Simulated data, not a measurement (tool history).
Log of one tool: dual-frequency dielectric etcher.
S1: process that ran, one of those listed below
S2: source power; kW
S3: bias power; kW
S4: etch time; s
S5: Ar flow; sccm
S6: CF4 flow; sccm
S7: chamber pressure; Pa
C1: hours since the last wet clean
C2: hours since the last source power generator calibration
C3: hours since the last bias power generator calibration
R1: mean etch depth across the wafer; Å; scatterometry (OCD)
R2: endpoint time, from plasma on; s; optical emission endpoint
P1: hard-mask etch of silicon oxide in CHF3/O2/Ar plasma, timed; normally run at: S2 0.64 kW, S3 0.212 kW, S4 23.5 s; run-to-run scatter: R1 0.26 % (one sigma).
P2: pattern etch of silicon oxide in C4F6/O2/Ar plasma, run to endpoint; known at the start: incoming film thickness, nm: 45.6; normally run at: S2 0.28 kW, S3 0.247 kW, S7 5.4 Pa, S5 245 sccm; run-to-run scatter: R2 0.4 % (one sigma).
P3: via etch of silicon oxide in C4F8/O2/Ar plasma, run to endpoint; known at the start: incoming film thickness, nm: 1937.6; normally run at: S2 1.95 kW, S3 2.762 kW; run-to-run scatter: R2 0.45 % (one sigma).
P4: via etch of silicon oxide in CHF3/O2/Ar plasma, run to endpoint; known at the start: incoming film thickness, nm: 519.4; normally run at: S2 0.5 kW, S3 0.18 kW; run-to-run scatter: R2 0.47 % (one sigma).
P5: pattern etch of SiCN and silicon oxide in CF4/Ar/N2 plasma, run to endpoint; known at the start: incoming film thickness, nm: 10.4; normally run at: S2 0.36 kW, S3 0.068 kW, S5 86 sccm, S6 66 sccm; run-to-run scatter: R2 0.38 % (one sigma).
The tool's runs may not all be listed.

{"run": 1, "hour": 4.6, "S1": "P1", "S2": 0.64, "S3": 0.212, "S4": 23.5, "C1": 296.4, "C2": 2243, "C3": 1617.5, "R1": 514.39}
{"run": 2, "hour": 8.9, "S1": "P3", "S2": 1.95, "S3": 3.839, "C1": 300.7, "C2": 2247.3, "C3": 1621.8, "R2": 322.19}
{"run": 3, "hour": 14.5, "S1": "P3", "S2": 2.67, "S3": 2.762, "C1": 306.3, "C2": 2252.9, "C3": 1627.4, "R2": 313.94}
{"run": 4, "hour": 19.8, "S1": "P1", "S2": 0.85, "S3": 0.212, "S4": 23.5, "C1": 311.6, "C2": 2258.2, "C3": 1632.7, "R1": 575.77}
{"run": 5, "hour": 27.2, "S1": "P5", "S2": 0.36, "S3": 0.068, "S5": 86, "S6": 66, "C1": 319, "C2": 2265.6, "C3": 1640.1, "R2": 14.63}
{"run": 6, "hour": 35.2, "S1": "P3", "S2": 1.95, "S3": 2.762, "C1": 327, "C2": 2273.6, "C3": 1648.1, "R2": 357.58}
{"run": 7, "hour": 40.8, "S1": "P4", "S2": 0.5, "S3": 0.18, "C1": 332.6, "C2": 2279.2, "C3": 1653.7, "R2": 279.8}
{"run": 8, "hour": 45.2, "S1": "P1", "S2": 0.64, "S3": 0.212, "S4": 23.5, "C1": 337, "C2": 2283.6, "C3": 1658.1, "R1": 516.39}
{"run": 9, "hour": 50.4, "S1": "P1", "S2": 0.64, "S3": 0.212, "S4": 28.5, "C1": 342.2, "C2": 2288.8, "C3": 1663.3, "R1": 624.55}
{"run": 10, "hour": 56.1, "S1": "P1", "S2": 0.64, "S3": 0.212, "S4": 23.5, "C1": 347.9, "C2": 2294.5, "C3": 1669, "R1": 514.08}
{"run": 11, "hour": 63.1, "S1": "P5", "S2": 0.36, "S3": 0.068, "S5": 86, "S6": 47, "C1": 354.9, "C2": 2301.5, "C3": 1676, "R2": 15.603}
{"run": 12, "hour": 70.5, "S1": "P1", "S2": 0.46, "S3": 0.212, "S4": 33.5, "C1": 362.3, "C2": 2308.9, "C3": 1683.4, "R1": 645.73}
{"run": 13, "hour": 74.5, "S1": "P1", "S2": 0.64, "S3": 0.212, "S4": 16, "C1": 366.3, "C2": 2312.9, "C3": 1687.4, "R1": 350.45}
{"run": 14, "hour": 78.5, "S1": "P5", "S2": 0.36, "S3": 0.068, "S5": 58, "S6": 66, "C1": 370.3, "C2": 2316.9, "C3": 1691.4, "R2": 14.089}
{"run": 15, "hour": 85.2, "S1": "P5", "S2": 0.36, "S3": 0.068, "S5": 86, "S6": 66, "C1": 377, "C2": 2323.6, "C3": 1698.1, "R2": 14.812}
{"hour": 86.3, "done": "bias power generator calibrated"}
{"run": 16, "hour": 90.1, "S1": "P2", "S2": 0.28, "S3": 0.247, "S5": 245, "S7": 4.27, "C1": 381.9, "C2": 2328.5, "C3": 3.8, "R2": 14.556}
{"run": 17, "hour": 97.6, "S1": "P3", "S2": 1.95, "S3": 2.762, "C1": 389.4, "C2": 2336, "C3": 11.3, "R2": 357.64}
{"run": 18, "hour": 101.7, "S1": "P1", "S2": 0.46, "S3": 0.212, "S4": 18.5, "C1": 393.5, "C2": 2340.1, "C3": 15.4, "R1": 357.7}
{"run": 19, "hour": 105.4, "S1": "P5", "S2": 0.27, "S3": 0.068, "S5": 86, "S6": 66, "C1": 397.2, "C2": 2343.8, "C3": 19.1, "R2": 19.01}
{"run": 20, "hour": 111.6, "S1": "P2", "S2": 0.28, "S3": 0.247, "S5": 245, "S7": 5.4, "C1": 403.4, "C2": 2350, "C3": 25.3, "R2": 14.826}
{"run": 21, "hour": 117.3, "S1": "P1", "S2": 0.64, "S3": 0.212, "S4": 23.5, "C1": 409.1, "C2": 2355.7, "C3": 31, "R1": 513.42}
{"run": 22, "hour": 125.0, "S1": "P2", "S2": 0.34, "S3": 0.247, "S5": 245, "S7": 5.4, "C1": 416.8, "C2": 2363.4, "C3": 38.7, "R2": 13.907}
{"run": 23, "hour": 130.4, "S1": "P5", "S2": 0.36, "S3": 0.05, "S5": 86, "S6": 66, "C1": 422.2, "C2": 2368.8, "C3": 44.1, "R2": 16.324}
{"run": 24, "hour": 138.4, "S1": "P1", "S2": 0.64, "S3": 0.27, "S4": 23.5, "C1": 430.2, "C2": 2376.8, "C3": 52.1, "R1": 558.75}
{"run": 25, "hour": 145.2, "S1": "P2", "S2": 0.28, "S3": 0.148, "S5": 245, "S7": 5.4, "C1": 437, "C2": 2383.6, "C3": 58.9, "R2": 17.607}
{"run": 26, "hour": 153.2, "S1": "P1", "S2": 0.64, "S3": 0.212, "S4": 23.5, "C1": 445, "C2": 2391.6, "C3": 66.9, "R1": 515.51}
{"run": 27, "hour": 158.0, "S1": "P4", "S2": 0.35, "S3": 0.18, "C1": 449.8, "C2": 2396.4, "C3": 71.7, "R2": 321.16}
{"run": 28, "hour": 161.5, "S1": "P2", "S2": 0.28, "S3": 0.247, "S5": 321, "S7": 5.4, "C1": 453.3, "C2": 2399.9, "C3": 75.2, "R2": 15.419}
{"run": 29, "hour": 166.7, "S1": "P1", "S2": 0.64, "S3": 0.127, "S4": 23.5, "C1": 458.5, "C2": 2405.1, "C3": 80.4, "R1": 434.6}
{"run": 30, "hour": 170.4, "S1": "P1", "S2": 0.44, "S3": 0.212, "S4": 23.5, "C1": 462.2, "C2": 2408.8, "C3": 84.1, "R1": 445.7}
{"run": 31, "hour": 178.2, "S1": "P4", "S2": 0.5, "S3": 0.128, "C1": 470, "C2": 2416.6, "C3": 91.9, "R2": 314.6}
{"run": 32, "hour": 184.1, "S1": "P1", "S2": 0.64, "S3": 0.212, "S4": 23.5, "C1": 475.9, "C2": 2422.5, "C3": 97.8, "R1": 513.53}
{"run": 33, "hour": 190.4, "S1": "P1", "S2": 0.64, "S3": 0.212, "S4": 23.5, "C1": 482.2, "C2": 2428.8, "C3": 104.1, "R1": 518.38}
{"run": 34, "hour": 196.3, "S1": "P1", "S2": 0.64, "S3": 0.212, "S4": 23.5, "C1": 488.1, "C2": 2434.7, "C3": 110, "R1": 518.66}
{"run": 35, "hour": 203.4, "S1": "P1", "S2": 0.64, "S3": 0.212, "S4": 23.5, "C1": 495.2, "C2": 2441.8, "C3": 117.1, "R1": 521.64}
{"run": 36, "hour": 210.8, "S1": "P1", "S2": 0.64, "S3": 0.212, "S4": 23.5, "C1": 502.6, "C2": 2449.2, "C3": 124.5, "R1": 523.26}
{"hour": 213.6, "done": "wet clean of the chamber"}
{"run": 37, "hour": 216.8, "S1": "P1", "S2": 0.64, "S3": 0.212, "S4": 23.5, "C1": 3.3, "C2": 2455.2, "C3": 130.5, "R1": 521.35}
{"run": 38, "hour": 221.0, "S1": "P1", "S2": 0.64, "S3": 0.212, "S4": 23.5, "C1": 7.5, "C2": 2459.4, "C3": 134.7, "R1": 523.35}
{"run": 39, "hour": 224.6, "S1": "P1", "S2": 0.64, "S3": 0.212, "S4": 23.5, "C1": 11.1, "C2": 2463, "C3": 138.3, "R1": 520.9}
{"run": 40, "hour": 232.1, "S1": "P1", "S2": 0.64, "S3": 0.212, "S4": 23.5, "C1": 18.6, "C2": 2470.5, "C3": 145.8, "R1": 522.11}
{"run": 41, "hour": 238.9, "S1": "P1", "S2": 0.64, "S3": 0.212, "S4": 23.5, "C1": 25.4, "C2": 2477.3, "C3": 152.6, "R1": 521.88}
{"run": 42, "hour": 244.7, "S1": "P1", "S2": 0.64, "S3": 0.212, "S4": 23.5, "C1": 31.2, "C2": 2483.1, "C3": 158.4, "R1": 524.79}

What P1 gives has crept away from where it was. These 2 causes fit the log equally well, each at the size given:
A: bias power that arrives over what is set, % = 4.39
B: source power that arrives over what is set, % = 4
The creep began at about hour 184.1.
Why every other cause is out:
chamber walls in a state that raises the etch rate, %: serviced at hour 213.6, which brought nothing back

4 check runs are offered, each on 2 wafers whose results are averaged, their results left as question marks. Which one tells the causes apart?
{"run": "check 1", "hour": 250.5, "S1": "P3", "S2": 1.95, "S3": 2.762, "R2": "?"}
{"run": "check 2", "hour": 250.5, "S1": "P5", "S2": 0.36, "S3": 0.068, "S5": 86, "S6": 66, "R2": "?"}
{"run": "check 3", "hour": 250.5, "S1": "P2", "S2": 0.28, "S3": 0.247, "S5": 245, "S7": 5.4, "R2": "?"}
{"run": "check 4", "hour": 250.5, "S1": "P4", "S2": 0.5, "S3": 0.18, "R2": "?"}

What each check would give under each cause:
check=check_1 result=R2 if_A=351.72 if_B=350.97
check=check_2 result=R2 if_A=14.573 if_B=14.281
check=check_3 result=R2 if_A=14.674 if_B=14.673
check=check_4 result=R2 if_A=276.07 if_B=275.99
How far apart the two closest causes lie, in the result that separates them most: check 1 0.22 %; check 2 2.02 %; check 3 0 %; check 4 0.03 %
Check 2 tells the causes apart: in the others they would give nearly the same result.

Check 2 was then run and gave: R2 14.326 s. Which cause is it?

It is B: source power that arrives over what is set, %.
